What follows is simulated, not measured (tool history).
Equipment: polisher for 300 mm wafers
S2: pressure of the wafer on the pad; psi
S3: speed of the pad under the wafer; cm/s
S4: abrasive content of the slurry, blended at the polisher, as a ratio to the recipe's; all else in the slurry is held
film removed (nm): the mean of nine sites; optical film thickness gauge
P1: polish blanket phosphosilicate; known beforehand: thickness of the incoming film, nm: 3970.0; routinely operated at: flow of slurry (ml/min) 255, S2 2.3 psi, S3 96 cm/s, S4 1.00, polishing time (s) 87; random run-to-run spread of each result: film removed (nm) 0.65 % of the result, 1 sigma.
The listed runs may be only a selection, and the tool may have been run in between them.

run 1 hour=10.7 | flow_of_slurry_(ml/min)=255 S2=2.3 S3=96 S4=1.00 polishing_time_(s)=87 | film_removed_(nm)=607.59
run 2 hour=16.9 | flow_of_slurry_(ml/min)=255 S2=2.3 S3=96 S4=1.00 polishing_time_(s)=87 | film_removed_(nm)=612.06
run 3 hour=28.0 | flow_of_slurry_(ml/min)=155 S2=2.3 S3=96 S4=1.00 polishing_time_(s)=87 | film_removed_(nm)=566.50
run 4 hour=36.3 | flow_of_slurry_(ml/min)=255 S2=2.3 S3=60 S4=1.00 polishing_time_(s)=110 | film_removed_(nm)=529.83
run 5 hour=44.2 | flow_of_slurry_(ml/min)=255 S2=2.3 S3=96 S4=1.00 polishing_time_(s)=87 | film_removed_(nm)=604.64
run 6 hour=51.7 | flow_of_slurry_(ml/min)=255 S2=2.3 S3=96 S4=1.00 polishing_time_(s)=87 | film_removed_(nm)=608.36
run 7 hour=63.2 | flow_of_slurry_(ml/min)=255 S2=1.3 S3=96 S4=1.00 polishing_time_(s)=87 | film_removed_(nm)=341.89
run 8 hour=73.6 | flow_of_slurry_(ml/min)=255 S2=3.5 S3=96 S4=1.00 polishing_time_(s)=87 | film_removed_(nm)=917.10
run 9 hour=84.7 | flow_of_slurry_(ml/min)=255 S2=2.3 S3=96 S4=1.00 polishing_time_(s)=87 | film_removed_(nm)=610.19
run 10 hour=95.4 | flow_of_slurry_(ml/min)=255 S2=2.3 S3=96 S4=0.75 polishing_time_(s)=87 | film_removed_(nm)=529.70
run 11 hour=105.0 | flow_of_slurry_(ml/min)=255 S2=2.3 S3=60 S4=1.00 polishing_time_(s)=87 | film_removed_(nm)=414.14
run 12 hour=111.5 | flow_of_slurry_(ml/min)=255 S2=2.3 S3=96 S4=1.00 polishing_time_(s)=134 | film_removed_(nm)=939.51
run 13 hour=124.2 | flow_of_slurry_(ml/min)=255 S2=2.3 S3=122 S4=1.00 polishing_time_(s)=87 | film_removed_(nm)=736.14
run 14 hour=138.3 | flow_of_slurry_(ml/min)=255 S2=2.3 S3=96 S4=1.00 polishing_time_(s)=48 | film_removed_(nm)=335.16
-- hour=141.8 slurry blender recalibrated
run 15 hour=147.6 | flow_of_slurry_(ml/min)=255 S2=2.3 S3=96 S4=1.50 polishing_time_(s)=87 | film_removed_(nm)=719.17
run 16 hour=156.7 | flow_of_slurry_(ml/min)=340 S2=2.3 S3=96 S4=1.00 polishing_time_(s)=87 | film_removed_(nm)=623.63
run 17 hour=167.0 | flow_of_slurry_(ml/min)=255 S2=2.3 S3=96 S4=1.00 polishing_time_(s)=87 | film_removed_(nm)=611.36
run 18 hour=181.0 | flow_of_slurry_(ml/min)=255 S2=2.3 S3=96 S4=1.00 polishing_time_(s)=87 | film_removed_(nm)=579.65
run 19 hour=193.9 | flow_of_slurry_(ml/min)=255 S2=2.3 S3=96 S4=1.00 polishing_time_(s)=87 | film_removed_(nm)=565.61
run 20 hour=202.3 | flow_of_slurry_(ml/min)=255 S2=2.3 S3=96 S4=1.00 polishing_time_(s)=87 | film_removed_(nm)=549.55
-- hour=211.1 head pressure recalibrated
run 21 hour=213.7 | flow_of_slurry_(ml/min)=255 S2=2.3 S3=96 S4=1.00 polishing_time_(s)=87 | film_removed_(nm)=541.85
-- hour=214.3 slurry nozzle cleaned
-- hour=217.4 conditioning disc replaced and pad reconditioned
run 22 hour=222.5 | flow_of_slurry_(ml/min)=255 S2=2.3 S3=96 S4=1.00 polishing_time_(s)=87 | film_removed_(nm)=536.73
run 23 hour=234.7 | flow_of_slurry_(ml/min)=255 S2=2.3 S3=96 S4=1.00 polishing_time_(s)=87 | film_removed_(nm)=532.05
run 24 hour=247.8 | flow_of_slurry_(ml/min)=255 S2=2.3 S3=96 S4=1.00 polishing_time_(s)=87 | film_removed_(nm)=532.50
run 25 hour=258.4 | flow_of_slurry_(ml/min)=255 S2=2.3 S3=96 S4=1.00 polishing_time_(s)=87 | film_removed_(nm)=528.11

Predict the results of run 26:
run 26 hour=266.7 | flow_of_slurry_(ml/min)=255 S2=2.3 S3=96 S4=1.00 polishing_time_(s)=87 | film_removed_(nm)=?

film removed (nm): 533.59
